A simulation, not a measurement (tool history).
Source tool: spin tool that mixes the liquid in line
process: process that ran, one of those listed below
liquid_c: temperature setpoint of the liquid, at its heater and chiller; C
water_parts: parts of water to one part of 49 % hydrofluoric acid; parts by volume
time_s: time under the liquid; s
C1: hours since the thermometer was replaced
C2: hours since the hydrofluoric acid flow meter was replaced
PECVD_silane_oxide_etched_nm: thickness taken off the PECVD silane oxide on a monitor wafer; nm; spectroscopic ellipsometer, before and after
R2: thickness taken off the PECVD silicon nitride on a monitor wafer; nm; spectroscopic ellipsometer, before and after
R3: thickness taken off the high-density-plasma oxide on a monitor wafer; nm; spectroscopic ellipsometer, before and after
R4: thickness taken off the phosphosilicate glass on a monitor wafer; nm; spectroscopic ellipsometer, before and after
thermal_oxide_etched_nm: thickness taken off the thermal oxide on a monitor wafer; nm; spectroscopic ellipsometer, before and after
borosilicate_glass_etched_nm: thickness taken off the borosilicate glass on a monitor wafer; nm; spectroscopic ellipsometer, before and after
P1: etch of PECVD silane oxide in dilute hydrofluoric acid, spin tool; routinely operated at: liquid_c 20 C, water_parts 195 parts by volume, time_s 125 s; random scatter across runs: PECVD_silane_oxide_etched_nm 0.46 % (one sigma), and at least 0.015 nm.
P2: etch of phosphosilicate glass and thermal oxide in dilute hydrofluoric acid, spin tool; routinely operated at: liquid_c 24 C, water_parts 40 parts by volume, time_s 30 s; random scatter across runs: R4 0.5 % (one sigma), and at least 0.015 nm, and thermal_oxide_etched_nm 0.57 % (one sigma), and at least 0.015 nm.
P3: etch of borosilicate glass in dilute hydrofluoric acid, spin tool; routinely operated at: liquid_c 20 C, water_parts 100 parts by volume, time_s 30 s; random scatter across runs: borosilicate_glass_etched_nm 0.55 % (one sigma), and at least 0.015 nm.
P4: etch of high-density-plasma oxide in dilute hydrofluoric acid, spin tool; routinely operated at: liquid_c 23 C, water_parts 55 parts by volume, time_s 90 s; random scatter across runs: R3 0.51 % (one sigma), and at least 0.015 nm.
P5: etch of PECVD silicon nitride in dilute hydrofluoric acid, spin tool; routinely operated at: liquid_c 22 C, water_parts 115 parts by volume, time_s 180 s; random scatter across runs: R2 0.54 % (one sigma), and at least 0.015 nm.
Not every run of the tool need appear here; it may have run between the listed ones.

run 1 hour=3.5 | process=P1 liquid_c=20 water_parts=195 time_s=125 | C1=537.1 C2=1073 | PECVD_silane_oxide_etched_nm=22.823
run 2 hour=6.1 | process=P5 liquid_c=30 water_parts=115 time_s=180 | C1=539.7 C2=1075.6 | R2=8.6597
run 3 hour=10.3 | process=P4 liquid_c=23 water_parts=55 time_s=180 | C1=543.9 C2=1079.8 | R3=17.337
run 4 hour=15.3 | process=P2 liquid_c=24 water_parts=40 time_s=30 | C1=548.9 C2=1084.8 | R4=73.403 thermal_oxide_etched_nm=3.8429
run 5 hour=18.3 | process=P4 liquid_c=23 water_parts=90 time_s=90 | C1=551.9 C2=1087.8 | R3=5.0515
run 6 hour=20.8 | process=P4 liquid_c=23 water_parts=55 time_s=90 | C1=554.4 C2=1090.3 | R3=8.5572
run 7 hour=24 | process=P1 liquid_c=25 water_parts=195 time_s=225 | C1=557.6 C2=1093.5 | PECVD_silane_oxide_etched_nm=49.624
run 8 hour=27.4 | process=P1 liquid_c=20 water_parts=195 time_s=125 | C1=561 C2=1096.9 | PECVD_silane_oxide_etched_nm=22.813
run 9 hour=31.4 | process=P1 liquid_c=20 water_parts=195 time_s=125 | C1=565 C2=1100.9 | PECVD_silane_oxide_etched_nm=22.931
run 10 hour=34.9 | process=P1 liquid_c=17 water_parts=195 time_s=125 | C1=568.5 C2=1104.4 | PECVD_silane_oxide_etched_nm=20.264
run 11 hour=39.4 | process=P3 liquid_c=20 water_parts=100 time_s=55 | C1=573 C2=1108.9 | borosilicate_glass_etched_nm=21.484
run 12 hour=44.2 | process=P1 liquid_c=25.5 water_parts=195 time_s=125 | C1=577.8 C2=1113.7 | PECVD_silane_oxide_etched_nm=28.332
run 13 hour=47.5 | process=P3 liquid_c=27 water_parts=100 time_s=30 | C1=581.1 C2=1117 | borosilicate_glass_etched_nm=15.582
run 14 hour=52.8 | process=P1 liquid_c=20 water_parts=325 time_s=125 | C1=586.4 C2=1122.3 | PECVD_silane_oxide_etched_nm=12.169
run 15 hour=57.3 | process=P5 liquid_c=22 water_parts=115 time_s=180 | C1=590.9 C2=1126.8 | R2=5.1986
run 16 hour=60.2 | process=P2 liquid_c=24 water_parts=40 time_s=30 | C1=593.8 C2=1129.7 | R4=73.513 thermal_oxide_etched_nm=3.8405
run 17 hour=62.8 | process=P1 liquid_c=20 water_parts=320 time_s=210 | C1=596.4 C2=1132.3 | PECVD_silane_oxide_etched_nm=20.819
run 18 hour=68.3 | process=P3 liquid_c=20 water_parts=175 time_s=30 | C1=601.9 C2=1137.8 | borosilicate_glass_etched_nm=6.2352
run 19 hour=73.4 | process=P1 liquid_c=20 water_parts=195 time_s=125 | C1=607 C2=1142.9 | PECVD_silane_oxide_etched_nm=23.093
run 20 hour=78.8 | process=P1 liquid_c=20 water_parts=195 time_s=125 | C1=612.4 C2=1148.3 | PECVD_silane_oxide_etched_nm=22.614
run 21 hour=82.8 | process=P4 liquid_c=23 water_parts=55 time_s=90 | C1=616.4 C2=1152.3 | R3=8.6536
run 22 hour=87.4 | process=P1 liquid_c=20 water_parts=195 time_s=125 | C1=621 C2=1156.9 | PECVD_silane_oxide_etched_nm=22.856
run 23 hour=90.3 | process=P2 liquid_c=24 water_parts=20 time_s=30 | C1=623.9 C2=1159.8 | R4=151.13 thermal_oxide_etched_nm=7.9847
run 24 hour=94.3 | process=P2 liquid_c=28 water_parts=40 time_s=30 | C1=627.9 C2=1163.8 | R4=86.732 thermal_oxide_etched_nm=4.5109
run 25 hour=99.6 | process=P1 liquid_c=20 water_parts=130 time_s=200 | C1=633.2 C2=1169.1 | PECVD_silane_oxide_etched_nm=58.69
run 26 hour=102.9 | process=P4 liquid_c=17 water_parts=55 time_s=90 | C1=636.5 C2=1172.4 | R3=6.6992
run 27 hour=108.4 | process=P3 liquid_c=20 water_parts=100 time_s=30 | C1=642 C2=1177.9 | borosilicate_glass_etched_nm=11.805
run 28 hour=113.6 | process=P5 liquid_c=22 water_parts=170 time_s=180 | C1=647.2 C2=1183.1 | R2=3.4951
run 29 hour=118.5 | process=P5 liquid_c=22 water_parts=115 time_s=15 | C1=652.1 C2=1188 | R2=0.41649
run 30 hour=121 | process=P1 liquid_c=20 water_parts=195 time_s=20 | C1=654.6 C2=1190.5 | PECVD_silane_oxide_etched_nm=3.6344
run 31 hour=124.3 | process=P2 liquid_c=24 water_parts=40 time_s=45 | C1=657.9 C2=1193.8 | R4=110.5 thermal_oxide_etched_nm=5.7537
run 32 hour=126.9 | process=P1 liquid_c=20 water_parts=95 time_s=125 | C1=660.5 C2=1196.4 | PECVD_silane_oxide_etched_nm=52.355
run 33 hour=131.4 | process=P1 liquid_c=20 water_parts=195 time_s=225 | C1=665 C2=1200.9 | PECVD_silane_oxide_etched_nm=41.054
run 34 hour=135.1 | process=P1 liquid_c=20 water_parts=195 time_s=125 | C1=668.7 C2=1204.6 | PECVD_silane_oxide_etched_nm=22.973
run 35 hour=139.8 | process=P1 liquid_c=20 water_parts=195 time_s=125 | C1=673.4 C2=1209.3 | PECVD_silane_oxide_etched_nm=22.339
run 36 hour=144.5 | process=P1 liquid_c=20 water_parts=195 time_s=125 | C1=678.1 C2=1214 | PECVD_silane_oxide_etched_nm=21.94
run 37 hour=147.5 | process=P1 liquid_c=20 water_parts=195 time_s=125 | C1=681.1 C2=1217 | PECVD_silane_oxide_etched_nm=22.061
run 38 hour=150.3 | process=P1 liquid_c=20 water_parts=195 time_s=125 | C1=683.9 C2=1219.8 | PECVD_silane_oxide_etched_nm=21.834
run 39 hour=153.5 | process=P1 liquid_c=20 water_parts=195 time_s=125 | C1=687.1 C2=1223 | PECVD_silane_oxide_etched_nm=21.705
run 40 hour=157.2 | process=P1 liquid_c=20 water_parts=195 time_s=125 | C1=690.8 C2=1226.7 | PECVD_silane_oxide_etched_nm=21.844
run 41 hour=161.1 | process=P1 liquid_c=20 water_parts=195 time_s=125 | C1=694.7 C2=1230.6 | PECVD_silane_oxide_etched_nm=21.769
run 42 hour=164.3 | process=P1 liquid_c=20 water_parts=195 time_s=125 | C1=697.9 C2=1233.8 | PECVD_silane_oxide_etched_nm=21.612
run 43 hour=168.1 | process=P1 liquid_c=20 water_parts=195 time_s=125 | C1=701.7 C2=1237.6 | PECVD_silane_oxide_etched_nm=21.827
run 44 hour=172.1 | process=P1 liquid_c=20 water_parts=195 time_s=125 | C1=705.7 C2=1241.6 | PECVD_silane_oxide_etched_nm=21.67

Compared with where it was, what P1 gives has crept away. Each cause listed below fits the log as well as the rest, at the size given for it:
A: hydrofluoric acid flow below the setpoint (%) = 4.51
B: liquid colder than its thermometer reads (K) = 1.42
The gradual shift began around hour 135.1.

The list below offers 4 check runs, each averaging the results of 2 wafers, and shows each result as a question mark. For which of them would the listed causes give clearly different results?
run check 1 hour=176.1 | process=P2 liquid_c=27.5 water_parts=40 time_s=45 | R4=? thermal_oxide_etched_nm=?
run check 2 hour=176.1 | process=P5 liquid_c=30 water_parts=115 time_s=60 | R2=?
run check 3 hour=176.1 | process=P3 liquid_c=25 water_parts=100 time_s=50 | borosilicate_glass_etched_nm=?
run check 4 hour=176.1 | process=P4 liquid_c=18 water_parts=80 time_s=90 | R3=?

How each check would come out, cause by cause:
check=check_1 result=R4 if_A=121.14 if_B=120.08
check=check_1 result=thermal_oxide_etched_nm if_A=6.3835 if_B=6.328
check=check_2 result=R2 if_A=2.7494 if_B=2.6353
check=check_3 result=borosilicate_glass_etched_nm if_A=22.842 if_B=22.749
check=check_4 result=R3 if_A=4.4547 if_B=4.4096
Distance between the nearest two causes, measured in the result of the check that separates them most: check 1 0.87 %; check 2 4.24 %; check 3 0.41 %; check 4 1.02 %
Check 2 distinguishes between the causes, while the remaining checks would return nearly the same result for all of them.

Running check 2 produced the following: R2 2.6206 nm. Which one of the listed causes fits?

B is the cause: liquid colder than its thermometer reads (K).

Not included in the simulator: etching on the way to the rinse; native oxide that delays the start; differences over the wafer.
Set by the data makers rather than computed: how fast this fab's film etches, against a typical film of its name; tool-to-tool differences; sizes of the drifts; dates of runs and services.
